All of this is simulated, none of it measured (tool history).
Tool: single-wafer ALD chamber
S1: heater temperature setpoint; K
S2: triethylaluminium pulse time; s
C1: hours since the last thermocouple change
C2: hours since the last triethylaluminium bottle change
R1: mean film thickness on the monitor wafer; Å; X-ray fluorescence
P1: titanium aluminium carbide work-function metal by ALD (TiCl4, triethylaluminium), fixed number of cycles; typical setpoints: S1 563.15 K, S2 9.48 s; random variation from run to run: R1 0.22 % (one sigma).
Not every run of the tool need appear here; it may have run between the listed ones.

| run | hour | S1 | S2 | C1 | C2 | R1 |
|---|---|---|---|---|---|---|
| 1 | 7.3 | 563.15 | 9.48 | 1002.8 | 495.8 | 18.869 |
| 2 | 18.6 | 586.15 | 13.58 | 1014.1 | 507.1 | 21.481 |
| 3 | 25.2 | 563.15 | 9.48 | 1020.7 | 513.7 | 18.862 |
| 4 | 37.8 | 580.15 | 9.48 | 1033.3 | 526.3 | 20.364 |
| 5 | 50.6 | 563.15 | 9.48 | 1046.1 | 539.1 | 18.91 |
| 6 | 58.9 | 563.15 | 9.48 | 1054.4 | 547.4 | 18.925 |
| 7 | 65.3 | 540.15 | 9.48 | 1060.8 | 553.8 | 16.971 |
| 8 | 74.1 | 563.15 | 9.48 | 1069.6 | 562.6 | 18.831 |
|  | 78.7 | triethylaluminium bottle replaced |
| 9 | 84.4 | 563.15 | 9.48 | 1079.9 | 5.8 | 18.934 |
| 10 | 94.4 | 563.15 | 12.33 | 1089.9 | 15.8 | 19.391 |
| 11 | 101.9 | 563.15 | 4.63 | 1097.4 | 23.3 | 15.673 |
| 12 | 108.9 | 563.15 | 9.48 | 1104.4 | 30.3 | 18.914 |
| 13 | 115.6 | 545.15 | 12.98 | 1111.1 | 37 | 17.828 |
| 14 | 127.1 | 540.15 | 5.54 | 1122.6 | 48.5 | 15.037 |
| 15 | 137.7 | 563.15 | 9.48 | 1133.2 | 59.1 | 18.875 |
| 16 | 146.4 | 563.15 | 9.48 | 1141.9 | 67.8 | 18.76 |

For run 17, what comes out?
| 17 | 160.6 | 563.15 | 9.48 | 1156.1 | 82 | ? |

Run 17 gave R1 18.648 Å.

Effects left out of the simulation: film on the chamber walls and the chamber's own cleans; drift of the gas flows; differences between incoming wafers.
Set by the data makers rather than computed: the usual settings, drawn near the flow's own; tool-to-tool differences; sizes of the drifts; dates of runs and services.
